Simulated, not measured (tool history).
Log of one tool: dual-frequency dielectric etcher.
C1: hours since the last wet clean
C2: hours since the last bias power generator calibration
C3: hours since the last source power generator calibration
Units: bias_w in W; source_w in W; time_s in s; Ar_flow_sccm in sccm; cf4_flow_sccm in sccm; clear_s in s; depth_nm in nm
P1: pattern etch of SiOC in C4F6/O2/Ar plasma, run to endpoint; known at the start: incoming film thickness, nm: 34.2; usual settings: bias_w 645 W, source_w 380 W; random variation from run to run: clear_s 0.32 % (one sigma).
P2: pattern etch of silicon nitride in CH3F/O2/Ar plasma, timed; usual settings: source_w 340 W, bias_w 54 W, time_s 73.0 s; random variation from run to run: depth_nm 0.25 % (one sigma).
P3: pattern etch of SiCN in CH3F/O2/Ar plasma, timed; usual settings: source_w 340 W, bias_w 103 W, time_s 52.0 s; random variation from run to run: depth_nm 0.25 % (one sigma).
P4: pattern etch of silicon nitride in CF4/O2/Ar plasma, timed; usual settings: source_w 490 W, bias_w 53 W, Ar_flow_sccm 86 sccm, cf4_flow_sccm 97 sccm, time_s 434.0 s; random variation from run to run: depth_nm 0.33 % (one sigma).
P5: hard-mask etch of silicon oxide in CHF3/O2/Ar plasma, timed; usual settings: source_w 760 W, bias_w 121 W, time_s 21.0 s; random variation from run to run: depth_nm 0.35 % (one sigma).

run 1 hour=5.3 | process=P1 bias_w=645 source_w=380 | C1=351.8 C2=678.5 C3=2160.4 | clear_s=10.4380
run 2 hour=9.4 | process=P5 bias_w=121 source_w=760 time_s=21.0 | C1=355.9 C2=682.6 C3=2164.5 | depth_nm=39.221
run 3 hour=13.8 | process=P5 bias_w=171 source_w=760 time_s=21.0 | C1=360.3 C2=687.0 C3=2168.9 | depth_nm=44.151
run 4 hour=17.8 | process=P3 bias_w=122 source_w=340 time_s=52.0 | C1=364.3 C2=691.0 C3=2172.9 | depth_nm=22.077
run 5 hour=20.6 | process=P2 bias_w=54 source_w=430 time_s=73.0 | C1=367.1 C2=693.8 C3=2175.7 | depth_nm=46.375
run 6 hour=24.3 | process=P3 bias_w=103 source_w=220 time_s=52.0 | C1=370.8 C2=697.5 C3=2179.4 | depth_nm=17.681
run 7 hour=27.5 | process=P4 bias_w=72 source_w=490 time_s=434.0 Ar_flow_sccm=86 cf4_flow_sccm=97 | C1=374.0 C2=700.7 C3=2182.6 | depth_nm=937.400
run 8 hour=32.7 | process=P1 bias_w=496 source_w=250 | C1=379.2 C2=705.9 C3=2187.8 | clear_s=13.6220
run 9 hour=35.7 | process=P1 bias_w=645 source_w=380 | C1=382.2 C2=708.9 C3=2190.8 | clear_s=10.5140
run 10 hour=40.2 | process=P5 bias_w=121 source_w=930 time_s=21.0 | C1=386.7 C2=713.4 C3=2195.3 | depth_nm=42.506
run 11 hour=45.3 | process=P4 bias_w=53 source_w=360 time_s=434.0 Ar_flow_sccm=86 cf4_flow_sccm=97 | C1=391.8 C2=718.5 C3=2200.4 | depth_nm=641.040
run 12 hour=49.7 | process=P1 bias_w=645 source_w=220 | C1=396.2 C2=722.9 C3=2204.8 | clear_s=12.7700
run 13 hour=53.9 | process=P4 bias_w=53 source_w=490 time_s=434.0 Ar_flow_sccm=102 cf4_flow_sccm=97 | C1=400.4 C2=727.1 C3=2209.0 | depth_nm=821.200
run 14 hour=58.1 | process=P3 bias_w=103 source_w=340 time_s=78.0 | C1=404.6 C2=731.3 C3=2213.2 | depth_nm=30.916
run 15 hour=61.2 | process=P1 bias_w=645 source_w=380 | C1=407.7 C2=734.4 C3=2216.3 | clear_s=10.4970
run 16 hour=64.2 | process=P1 bias_w=494 source_w=380 | C1=410.7 C2=737.4 C3=2219.3 | clear_s=11.6720
run 17 hour=68.3 | process=P2 bias_w=54 source_w=340 time_s=73.0 | C1=414.8 C2=741.5 C3=2223.4 | depth_nm=42.444
run 18 hour=72.7 | process=P5 bias_w=121 source_w=760 time_s=31.0 | C1=419.2 C2=745.9 C3=2227.8 | depth_nm=58.424
-- hour=73.0 source power generator calibrated
run 19 hour=77.0 | process=P4 bias_w=53 source_w=490 time_s=434.0 Ar_flow_sccm=86 cf4_flow_sccm=137 | C1=423.5 C2=750.2 C3=4.0 | depth_nm=869.550
run 20 hour=82.0 | process=P4 bias_w=53 source_w=490 time_s=562.0 Ar_flow_sccm=86 cf4_flow_sccm=97 | C1=428.5 C2=755.2 C3=9.0 | depth_nm=1083.600
run 21 hour=86.6 | process=P4 bias_w=53 source_w=490 time_s=434.0 Ar_flow_sccm=86 cf4_flow_sccm=97 | C1=433.1 C2=759.8 C3=13.6 | depth_nm=831.860
run 22 hour=89.1 | process=P3 bias_w=103 source_w=340 time_s=52.0 | C1=435.6 C2=762.3 C3=16.1 | depth_nm=20.658
run 23 hour=92.9 | process=P1 bias_w=645 source_w=380 | C1=439.4 C2=766.1 C3=19.9 | clear_s=10.5050
run 24 hour=97.4 | process=P4 bias_w=53 source_w=490 time_s=434.0 Ar_flow_sccm=86 cf4_flow_sccm=97 | C1=443.9 C2=770.6 C3=24.4 | depth_nm=834.240
run 25 hour=101.0 | process=P1 bias_w=645 source_w=510 | C1=447.5 C2=774.2 C3=28.0 | clear_s=9.4254
run 26 hour=104.9 | process=P1 bias_w=862 source_w=380 | C1=451.4 C2=778.1 C3=31.9 | clear_s=9.3876
run 27 hour=107.4 | process=P2 bias_w=65 source_w=340 time_s=73.0 | C1=453.9 C2=780.6 C3=34.4 | depth_nm=44.839
run 28 hour=111.7 | process=P2 bias_w=54 source_w=340 time_s=90.5 | C1=458.2 C2=784.9 C3=38.7 | depth_nm=52.251
run 29 hour=114.4 | process=P1 bias_w=645 source_w=380 | C1=460.9 C2=787.6 C3=41.4 | clear_s=10.6050
run 30 hour=117.2 | process=P1 bias_w=645 source_w=380 | C1=463.7 C2=790.4 C3=44.2 | clear_s=10.5420
run 31 hour=120.3 | process=P1 bias_w=645 source_w=380 | C1=466.8 C2=793.5 C3=47.3 | clear_s=10.5630
run 32 hour=124.1 | process=P1 bias_w=645 source_w=380 | C1=470.6 C2=797.3 C3=51.1 | clear_s=10.6130
run 33 hour=129.3 | process=P1 bias_w=645 source_w=380 | C1=475.8 C2=802.5 C3=56.3 | clear_s=10.7130
run 34 hour=134.2 | process=P1 bias_w=645 source_w=380 | C1=480.7 C2=807.4 C3=61.2 | clear_s=10.7140
-- hour=135.5 wet clean of the chamber
run 35 hour=138.1 | process=P1 bias_w=645 source_w=380 | C1=2.6 C2=811.3 C3=65.1 | clear_s=10.6830
run 36 hour=141.2 | process=P1 bias_w=645 source_w=380 | C1=5.7 C2=814.4 C3=68.2 | clear_s=10.6540
run 37 hour=144.1 | process=P1 bias_w=645 source_w=380 | C1=8.6 C2=817.3 C3=71.1 | clear_s=10.6550

What P1 gives has crept away from where it was. These 2 causes fit the log equally well, each at the size given:
A: source power that arrives under what is set, % = 4.26
B: bias power that arrives under what is set, % = 4.03
The creep began at about hour 117.2.
Why every other cause is out:
chamber walls in a state that lowers the etch rate, %: serviced at hour 135.5, which brought nothing back

4 check runs are offered, each on 2 wafers whose results are averaged, their results left as question marks. Which one tells the causes apart?
run check 1 hour=147.0 | process=P5 bias_w=121 source_w=760 time_s=21.0 | depth_nm=?
run check 2 hour=147.0 | process=P3 bias_w=103 source_w=340 time_s=52.0 | depth_nm=?
run check 3 hour=147.0 | process=P2 bias_w=54 source_w=340 time_s=73.0 | depth_nm=?
run check 4 hour=147.0 | process=P4 bias_w=53 source_w=490 time_s=434.0 Ar_flow_sccm=86 cf4_flow_sccm=97 | depth_nm=?

What each check would give under each cause:
check=check_1 result=depth_nm if_A=38.905 if_B=39.093
check=check_2 result=depth_nm if_A=20.368 if_B=20.373
check=check_3 result=depth_nm if_A=41.450 if_B=41.596
check=check_4 result=depth_nm if_A=806.390 if_B=824.840
How far apart the two closest causes lie, in the result that separates them most: check 1 0.48 %; check 2 0.03 %; check 3 0.35 %; check 4 2.26 %
Check 4 tells the causes apart: in the others they would give nearly the same result.

Check 4 was then run and gave: depth_nm 825.680 nm. Which cause is it?

It is B: bias power that arrives under what is set, %.
